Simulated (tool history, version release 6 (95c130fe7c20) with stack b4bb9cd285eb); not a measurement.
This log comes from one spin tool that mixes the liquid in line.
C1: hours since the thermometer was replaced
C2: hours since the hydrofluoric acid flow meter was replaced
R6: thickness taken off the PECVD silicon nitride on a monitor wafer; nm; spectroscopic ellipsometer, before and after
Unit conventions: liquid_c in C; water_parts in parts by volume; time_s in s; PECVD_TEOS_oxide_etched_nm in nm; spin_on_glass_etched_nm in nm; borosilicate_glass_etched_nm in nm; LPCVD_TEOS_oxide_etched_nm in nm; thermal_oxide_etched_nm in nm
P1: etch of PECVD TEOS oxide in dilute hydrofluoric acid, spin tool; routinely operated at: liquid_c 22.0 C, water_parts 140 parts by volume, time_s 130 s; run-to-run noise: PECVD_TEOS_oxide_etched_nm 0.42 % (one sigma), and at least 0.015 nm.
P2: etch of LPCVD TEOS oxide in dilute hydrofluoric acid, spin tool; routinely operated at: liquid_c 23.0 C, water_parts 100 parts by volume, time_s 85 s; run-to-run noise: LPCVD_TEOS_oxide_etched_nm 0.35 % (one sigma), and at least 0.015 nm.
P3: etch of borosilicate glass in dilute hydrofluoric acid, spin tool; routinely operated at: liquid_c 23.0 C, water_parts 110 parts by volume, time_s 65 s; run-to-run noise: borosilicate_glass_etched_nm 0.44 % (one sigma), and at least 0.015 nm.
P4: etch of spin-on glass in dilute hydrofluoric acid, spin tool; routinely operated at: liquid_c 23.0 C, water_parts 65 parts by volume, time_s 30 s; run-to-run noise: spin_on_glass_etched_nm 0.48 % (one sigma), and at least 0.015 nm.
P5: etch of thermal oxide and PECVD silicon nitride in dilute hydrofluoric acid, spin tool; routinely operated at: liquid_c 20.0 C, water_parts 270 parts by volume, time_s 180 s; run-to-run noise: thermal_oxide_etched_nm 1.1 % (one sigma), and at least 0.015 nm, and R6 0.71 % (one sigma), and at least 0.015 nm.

Run 1, day 0.183: process P1, liquid_c 22.0 C, water_parts 140 parts by volume, time_s 130 s; C1 202.3; C2 959.7. Result: PECVD_TEOS_oxide_etched_nm 19.2470 nm.
Run 2, day 0.304: process P1, liquid_c 22.0 C, water_parts 140 parts by volume, time_s 130 s; C1 205.2; C2 962.6. Result: PECVD_TEOS_oxide_etched_nm 19.3030 nm.
Run 3, day 0.425: process P4, liquid_c 31.0 C, water_parts 65 parts by volume, time_s 30 s; C1 208.1; C2 965.5. Result: spin_on_glass_etched_nm 23.7780 nm.
Run 4, day 0.517: process P3, liquid_c 23.0 C, water_parts 55 parts by volume, time_s 65 s; C1 210.3; C2 967.7. Result: borosilicate_glass_etched_nm 34.117 nm.
Run 5, day 0.696: process P2, liquid_c 23.0 C, water_parts 20 parts by volume, time_s 85 s; C1 214.6; C2 972.0. Result: LPCVD_TEOS_oxide_etched_nm 154.9300 nm.
Run 6, day 0.804: process P5, liquid_c 20.0 C, water_parts 270 parts by volume, time_s 320 s; C1 217.2; C2 974.6. Result: thermal_oxide_etched_nm 4.0176 nm, R6 5.5702 nm.
Run 7, day 0.988: process P2, liquid_c 23.0 C, water_parts 100 parts by volume, time_s 30 s; C1 221.6; C2 979.0. Result: LPCVD_TEOS_oxide_etched_nm 9.8063 nm.
Run 8, day 1.133: process P4, liquid_c 23.0 C, water_parts 65 parts by volume, time_s 30 s; C1 225.1; C2 982.5. Result: spin_on_glass_etched_nm 17.5930 nm.
Run 9, day 1.275: process P4, liquid_c 23.0 C, water_parts 65 parts by volume, time_s 15 s; C1 228.5; C2 985.9. Result: spin_on_glass_etched_nm 8.6864 nm.
Run 10, day 1.454: process P5, liquid_c 17.0 C, water_parts 270 parts by volume, time_s 180 s; C1 232.8; C2 990.2. Result: thermal_oxide_etched_nm 1.9969 nm, R6 2.5650 nm.
Run 11, day 1.550: process P1, liquid_c 22.0 C, water_parts 50 parts by volume, time_s 245 s; C1 235.1; C2 992.5. Result: PECVD_TEOS_oxide_etched_nm 113.7100 nm.
Run 12, day 1.650: process P3, liquid_c 23.0 C, water_parts 110 parts by volume, time_s 105 s; C1 237.5; C2 994.9. Result: borosilicate_glass_etched_nm 25.917 nm.
Run 13, day 1.742: process P1, liquid_c 22.0 C, water_parts 140 parts by volume, time_s 130 s; C1 239.7; C2 997.1. Result: PECVD_TEOS_oxide_etched_nm 19.1830 nm.
Run 14, day 1.921: process P1, liquid_c 22.0 C, water_parts 140 parts by volume, time_s 55 s; C1 244.0; C2 1001.4. Result: PECVD_TEOS_oxide_etched_nm 8.0957 nm.
Run 15, day 2.050: process P5, liquid_c 20.0 C, water_parts 270 parts by volume, time_s 180 s; C1 247.1; C2 1004.5. Result: thermal_oxide_etched_nm 2.2119 nm, R6 3.1320 nm.
Run 16, day 2.162: process P3, liquid_c 18.5 C, water_parts 110 parts by volume, time_s 65 s; C1 249.8; C2 1007.2. Result: borosilicate_glass_etched_nm 13.291 nm.
Run 17, day 2.292: process P2, liquid_c 28.5 C, water_parts 100 parts by volume, time_s 85 s; C1 252.9; C2 1010.3. Result: LPCVD_TEOS_oxide_etched_nm 34.6640 nm.
Run 18, day 2.433: process P1, liquid_c 22.0 C, water_parts 250 parts by volume, time_s 30 s; C1 256.3; C2 1013.7. Result: PECVD_TEOS_oxide_etched_nm 2.2375 nm.
Run 19, day 2.575: process P3, liquid_c 23.0 C, water_parts 110 parts by volume, time_s 65 s; C1 259.7; C2 1017.1. Result: borosilicate_glass_etched_nm 15.959 nm.
Run 20, day 2.758: process P1, liquid_c 22.0 C, water_parts 65 parts by volume, time_s 130 s; C1 264.1; C2 1021.5. Result: PECVD_TEOS_oxide_etched_nm 44.9030 nm.
Run 21, day 2.896: process P4, liquid_c 23.0 C, water_parts 65 parts by volume, time_s 30 s; C1 267.4; C2 1024.8. Result: spin_on_glass_etched_nm 17.4710 nm.
Run 22, day 3.042: process P4, liquid_c 23.0 C, water_parts 30 parts by volume, time_s 30 s; C1 270.9; C2 1028.3. Result: spin_on_glass_etched_nm 39.4080 nm.
Run 23, day 3.175: process P5, liquid_c 20.0 C, water_parts 270 parts by volume, time_s 180 s; C1 274.1; C2 1031.5. Result: thermal_oxide_etched_nm 2.2684 nm, R6 3.1272 nm.
Run 24, day 3.288: process P1, liquid_c 22.0 C, water_parts 140 parts by volume, time_s 130 s; C1 276.8; C2 1034.2. Result: PECVD_TEOS_oxide_etched_nm 19.4180 nm.
Run 25, day 3.421: process P1, liquid_c 22.0 C, water_parts 140 parts by volume, time_s 220 s; C1 280.0; C2 1037.4. Result: PECVD_TEOS_oxide_etched_nm 32.4890 nm.
Run 26, day 3.512: process P3, liquid_c 23.0 C, water_parts 110 parts by volume, time_s 65 s; C1 282.2; C2 1039.6. Result: borosilicate_glass_etched_nm 16.024 nm.
Run 27, day 3.671: process P5, liquid_c 20.0 C, water_parts 95 parts by volume, time_s 180 s; C1 286.0; C2 1043.4. Result: thermal_oxide_etched_nm 7.6953 nm, R6 8.6141 nm.
Run 28, day 3.817: process P1, liquid_c 17.0 C, water_parts 140 parts by volume, time_s 130 s; C1 289.5; C2 1046.9. Result: PECVD_TEOS_oxide_etched_nm 15.7790 nm.
Run 29, day 3.975: process P2, liquid_c 23.0 C, water_parts 100 parts by volume, time_s 85 s; C1 293.3; C2 1050.7. Result: LPCVD_TEOS_oxide_etched_nm 27.9470 nm.
Run 30, day 4.133: process P1, liquid_c 27.0 C, water_parts 140 parts by volume, time_s 130 s; C1 297.1; C2 1054.5. Result: PECVD_TEOS_oxide_etched_nm 23.4400 nm.
Run 31, day 4.229: process P1, liquid_c 22.0 C, water_parts 215 parts by volume, time_s 15 s; C1 299.4; C2 1056.8. Result: PECVD_TEOS_oxide_etched_nm 1.3488 nm.
Run 32, day 4.317: process P1, liquid_c 22.0 C, water_parts 250 parts by volume, time_s 130 s; C1 301.5; C2 1058.9. Result: PECVD_TEOS_oxide_etched_nm 9.6486 nm.
Run 33, day 4.450: process P1, liquid_c 22.0 C, water_parts 140 parts by volume, time_s 130 s; C1 304.7; C2 1062.1. Result: PECVD_TEOS_oxide_etched_nm 19.2640 nm.
Run 34, day 4.642: process P1, liquid_c 22.0 C, water_parts 140 parts by volume, time_s 130 s; C1 309.3; C2 1066.7. Result: PECVD_TEOS_oxide_etched_nm 19.8320 nm.
Run 35, day 4.779: process P1, liquid_c 22.0 C, water_parts 140 parts by volume, time_s 130 s; C1 312.6; C2 1070.0. Result: PECVD_TEOS_oxide_etched_nm 20.2040 nm.
Run 36, day 4.950: process P1, liquid_c 22.0 C, water_parts 140 parts by volume, time_s 130 s; C1 316.7; C2 1074.1. Result: PECVD_TEOS_oxide_etched_nm 20.2240 nm.
Run 37, day 5.046: process P1, liquid_c 22.0 C, water_parts 140 parts by volume, time_s 130 s; C1 319.0; C2 1076.4. Result: PECVD_TEOS_oxide_etched_nm 20.2050 nm.
Run 38, day 5.142: process P1, liquid_c 22.0 C, water_parts 140 parts by volume, time_s 130 s; C1 321.3; C2 1078.7. Result: PECVD_TEOS_oxide_etched_nm 20.3220 nm.
Run 39, day 5.258: process P1, liquid_c 22.0 C, water_parts 140 parts by volume, time_s 130 s; C1 324.1; C2 1081.5. Result: PECVD_TEOS_oxide_etched_nm 20.3150 nm.
Run 40, day 5.450: process P1, liquid_c 22.0 C, water_parts 140 parts by volume, time_s 130 s; C1 328.7; C2 1086.1. Result: PECVD_TEOS_oxide_etched_nm 20.2880 nm.
Run 41, day 5.600: process P1, liquid_c 22.0 C, water_parts 140 parts by volume, time_s 130 s; C1 332.3; C2 1089.7. Result: PECVD_TEOS_oxide_etched_nm 20.2900 nm.

P1 has crept away from where it was. The log is fitted equally well by each of these 2 causes, at the sizes shown:
A: liquid hotter than its thermometer reads (K) = 1.46
B: hydrofluoric acid flow above the setpoint (%) = 5.03
The gradual shift began around day 4.450.

4 check runs are offered, each on 2 wafers whose results are averaged, their results left as question marks. Which one tells the causes apart?
Run check 1, day 5.750: process P5, liquid_c 20.0 C, water_parts 270 parts by volume, time_s 180 s. Result: thermal_oxide_etched_nm ?, R6 ?.
Run check 2, day 5.750: process P3, liquid_c 23.0 C, water_parts 110 parts by volume, time_s 65 s. Result: borosilicate_glass_etched_nm ?.
Run check 3, day 5.750: process P2, liquid_c 23.0 C, water_parts 100 parts by volume, time_s 85 s. Result: LPCVD_TEOS_oxide_etched_nm ?.
Run check 4, day 5.750: process P4, liquid_c 23.0 C, water_parts 65 parts by volume, time_s 30 s. Result: spin_on_glass_etched_nm ?.

How each check would come out, cause by cause:
  check                        result     if A     if B
check 1       thermal_oxide_etched_nm   2.3881   2.4056
check 1                            R6   3.4259   3.2737
check 2  borosilicate_glass_etched_nm   16.920   16.882
check 3    LPCVD_TEOS_oxide_etched_nm  29.6350  29.5420
check 4       spin_on_glass_etched_nm  18.4990  18.3790
Separation of the two closest causes in each check, using whichever result separates them best: check 1 4.54 %; check 2 0.22 %; check 3 0.31 %; check 4 0.65 %
The other checks would show nearly matching results whichever cause is true, so check 1 is the only one that separates the causes.

Check 1 was then run and gave: thermal_oxide_etched_nm 2.3980 nm; R6 3.4417 nm. Which cause is it?

The correct cause is A, namely: liquid hotter than its thermometer reads (K).
